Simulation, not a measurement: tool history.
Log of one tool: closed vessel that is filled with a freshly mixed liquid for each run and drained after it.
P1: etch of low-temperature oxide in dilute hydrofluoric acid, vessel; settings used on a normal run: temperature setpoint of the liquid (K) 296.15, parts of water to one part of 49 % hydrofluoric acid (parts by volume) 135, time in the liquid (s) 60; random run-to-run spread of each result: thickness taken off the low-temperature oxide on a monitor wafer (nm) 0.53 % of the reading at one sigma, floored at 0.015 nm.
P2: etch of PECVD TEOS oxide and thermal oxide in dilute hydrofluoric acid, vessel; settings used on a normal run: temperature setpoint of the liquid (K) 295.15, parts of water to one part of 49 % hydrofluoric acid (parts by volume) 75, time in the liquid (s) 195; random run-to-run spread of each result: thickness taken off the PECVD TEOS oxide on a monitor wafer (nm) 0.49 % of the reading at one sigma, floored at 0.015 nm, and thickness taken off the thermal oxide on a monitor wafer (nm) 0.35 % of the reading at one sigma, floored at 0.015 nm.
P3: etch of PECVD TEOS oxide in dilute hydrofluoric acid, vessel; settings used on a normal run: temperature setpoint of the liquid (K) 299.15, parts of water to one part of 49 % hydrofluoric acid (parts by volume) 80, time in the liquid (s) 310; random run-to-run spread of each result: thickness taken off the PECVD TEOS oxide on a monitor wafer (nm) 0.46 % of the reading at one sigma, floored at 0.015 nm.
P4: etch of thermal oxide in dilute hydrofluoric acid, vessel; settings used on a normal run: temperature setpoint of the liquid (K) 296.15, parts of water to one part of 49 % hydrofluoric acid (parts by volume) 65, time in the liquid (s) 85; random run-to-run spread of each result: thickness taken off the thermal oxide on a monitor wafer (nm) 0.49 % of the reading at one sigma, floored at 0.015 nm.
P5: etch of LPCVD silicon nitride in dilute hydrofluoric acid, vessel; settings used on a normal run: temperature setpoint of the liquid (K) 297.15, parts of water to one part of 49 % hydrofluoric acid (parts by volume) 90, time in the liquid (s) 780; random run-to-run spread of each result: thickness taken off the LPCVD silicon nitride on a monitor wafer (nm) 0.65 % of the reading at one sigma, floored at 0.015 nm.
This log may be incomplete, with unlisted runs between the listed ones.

| run | hour | process that ran | temperature setpoint of the liquid (K) | parts of water to one part of 49 % hydrofluoric acid (parts by volume) | time in the liquid (s) | hours since the thermometer was replaced | hours since the hydrofluoric acid flow meter was replaced | thickness taken off the low-temperature oxide on a monitor wafer (nm) | thickness taken off the thermal oxide on a monitor wafer (nm) | thickness taken off the PECVD TEOS oxide on a monitor wafer (nm) | thickness taken off the LPCVD silicon nitride on a monitor wafer (nm) |
|---|---|---|---|---|---|---|---|---|---|---|---|
| 1 | 9.8 | P1 | 296.15 | 135 | 60 | 863.1 | 1371.9 | 13.7390 |  |  |  |
| 2 | 21.2 | P1 | 303.65 | 135 | 60 | 874.5 | 1383.3 | 18.1460 |  |  |  |
| 3 | 31.3 | P1 | 296.15 | 135 | 60 | 884.6 | 1393.4 | 13.7190 |  |  |  |
| 4 | 43.2 | P1 | 296.15 | 135 | 30 | 896.5 | 1405.3 | 6.8329 |  |  |  |
| 5 | 53.8 | P1 | 296.15 | 135 | 60 | 907.1 | 1415.9 | 13.6570 |  |  |  |
| 6 | 64.3 | P1 | 296.15 | 135 | 100 | 917.6 | 1426.4 | 22.9050 |  |  |  |
| 7 | 73.2 | P4 | 296.15 | 65 | 35 | 926.5 | 1435.3 |  | 2.4369 |  |  |
| 8 | 84.2 | P1 | 296.15 | 25 | 60 | 937.5 | 1446.3 | 84.8690 |  |  |  |
| 9 | 98.5 | P2 | 295.15 | 75 | 30 | 951.8 | 1460.6 |  | 1.8080 | 5.8797 |  |
| 10 | 108.8 | P1 | 291.15 | 135 | 60 | 962.1 | 1470.9 | 11.1910 |  |  |  |
|  | 109.5 | thermometer replaced |
| 11 | 122.9 | P3 | 304.65 | 80 | 310 | 13.5 | 1485.0 |  |  | 67.6560 |  |
| 12 | 136.4 | P1 | 296.15 | 135 | 60 | 27.0 | 1498.5 | 13.7180 |  |  |  |
| 13 | 149.8 | P5 | 291.15 | 90 | 780 | 40.4 | 1511.9 |  |  |  | 2.6949 |
| 14 | 166.4 | P1 | 290.15 | 225 | 60 | 57.0 | 1528.5 | 5.9583 |  |  |  |
| 15 | 182.0 | P5 | 297.15 | 90 | 780 | 72.6 | 1544.1 |  |  |  | 4.0277 |
| 16 | 196.5 | P1 | 296.15 | 215 | 35 | 87.1 | 1558.6 | 4.6404 |  |  |  |
| 17 | 207.4 | P4 | 291.15 | 65 | 85 | 98.0 | 1569.5 |  | 4.7561 |  |  |
| 18 | 223.4 | P2 | 290.15 | 75 | 195 | 114.0 | 1585.5 |  | 9.5439 | 31.2470 |  |
| 19 | 231.7 | P1 | 296.15 | 235 | 60 | 122.3 | 1593.8 | 7.0407 |  |  |  |
| 20 | 247.2 | P4 | 296.15 | 65 | 85 | 137.8 | 1609.3 |  | 5.8833 |  |  |
| 21 | 255.4 | P3 | 299.15 | 80 | 310 | 146.0 | 1617.5 |  |  | 54.8480 |  |
| 22 | 269.6 | P3 | 299.15 | 80 | 310 | 160.2 | 1631.7 |  |  | 54.1720 |  |
| 23 | 285.4 | P2 | 295.15 | 75 | 195 | 176.0 | 1647.5 |  | 11.8300 | 38.7450 |  |
| 24 | 293.2 | P4 | 296.15 | 65 | 85 | 183.8 | 1655.3 |  | 5.8302 |  |  |
| 25 | 301.5 | P3 | 299.15 | 80 | 60 | 192.1 | 1663.6 |  |  | 10.4670 |  |
| 26 | 315.9 | P5 | 297.15 | 145 | 780 | 206.5 | 1678.0 |  |  |  | 2.5130 |
| 27 | 324.0 | P3 | 299.15 | 25 | 310 | 214.6 | 1686.1 |  |  | 187.4700 |  |
| 28 | 331.6 | P2 | 295.15 | 110 | 195 | 222.2 | 1693.7 |  | 7.6911 | 25.0980 |  |
| 29 | 340.2 | P4 | 296.15 | 90 | 85 | 230.8 | 1702.3 |  | 4.0613 |  |  |
| 30 | 355.5 | P5 | 297.15 | 90 | 1530 | 246.1 | 1717.6 |  |  |  | 7.9108 |
| 31 | 364.3 | P1 | 296.15 | 135 | 60 | 254.9 | 1726.4 | 13.8500 |  |  |  |
| 32 | 373.8 | P1 | 296.15 | 135 | 60 | 264.4 | 1735.9 | 13.3700 |  |  |  |
| 33 | 383.7 | P1 | 296.15 | 135 | 60 | 274.3 | 1745.8 | 13.1100 |  |  |  |
| 34 | 397.7 | P1 | 296.15 | 135 | 60 | 288.3 | 1759.8 | 12.9690 |  |  |  |
| 35 | 409.8 | P1 | 296.15 | 135 | 60 | 300.4 | 1771.9 | 12.8230 |  |  |  |
| 36 | 423.5 | P1 | 296.15 | 135 | 60 | 314.1 | 1785.6 | 12.8030 |  |  |  |
| 37 | 437.6 | P1 | 296.15 | 135 | 60 | 328.2 | 1799.7 | 12.7350 |  |  |  |

The log shows P1 creeping away from where it was. Any of the 2 causes listed here, at the size stated for it, fits the log just as well as the others:
A: hydrofluoric acid flow below the setpoint (%) = 6.27
B: liquid colder than its thermometer reads (K) = 1.91
The drift started at roughly hour 364.3.

4 check runs are offered, one wafer each, their results left as question marks. Which one tells the causes apart?
| check 1 | 451.7 | P4 | 296.15 | 65 | 85 |  |  |  | ? |  |  |
| check 2 | 451.7 | P3 | 299.15 | 80 | 310 |  |  |  |  | ? |  |
| check 3 | 451.7 | P5 | 297.15 | 90 | 780 |  |  |  |  |  | ? |
| check 4 | 451.7 | P2 | 295.15 | 75 | 195 |  |  |  | ? | ? |  |

How each check would come out, cause by cause:
| check | result | if A | if B |
|---|---|---|---|
| check 1 | thickness taken off the thermal oxide on a monitor wafer (nm) | 5.4360 | 5.3890 |
| check 2 | thickness taken off the PECVD TEOS oxide on a monitor wafer (nm) | 50.5860 | 50.3690 |
| check 3 | thickness taken off the LPCVD silicon nitride on a monitor wafer (nm) | 3.7774 | 3.5449 |
| check 4 | thickness taken off the thermal oxide on a monitor wafer (nm) | 11.0010 | 10.9110 |
| check 4 | thickness taken off the PECVD TEOS oxide on a monitor wafer (nm) | 35.7570 | 35.4660 |
Minimum pairwise separation of causes per check, each pair taken at its best-separating result: check 1 0.87 %; check 2 0.43 %; check 3 6.35 %; check 4 0.82 %
The other checks would show nearly matching results whichever cause is true, so check 3 is the only one that separates the causes.

Here is what check 3 returned: thickness taken off the LPCVD silicon nitride on a monitor wafer (nm) 3.7388. Which cause is it?

The correct cause is A, namely: hydrofluoric acid flow below the setpoint (%).
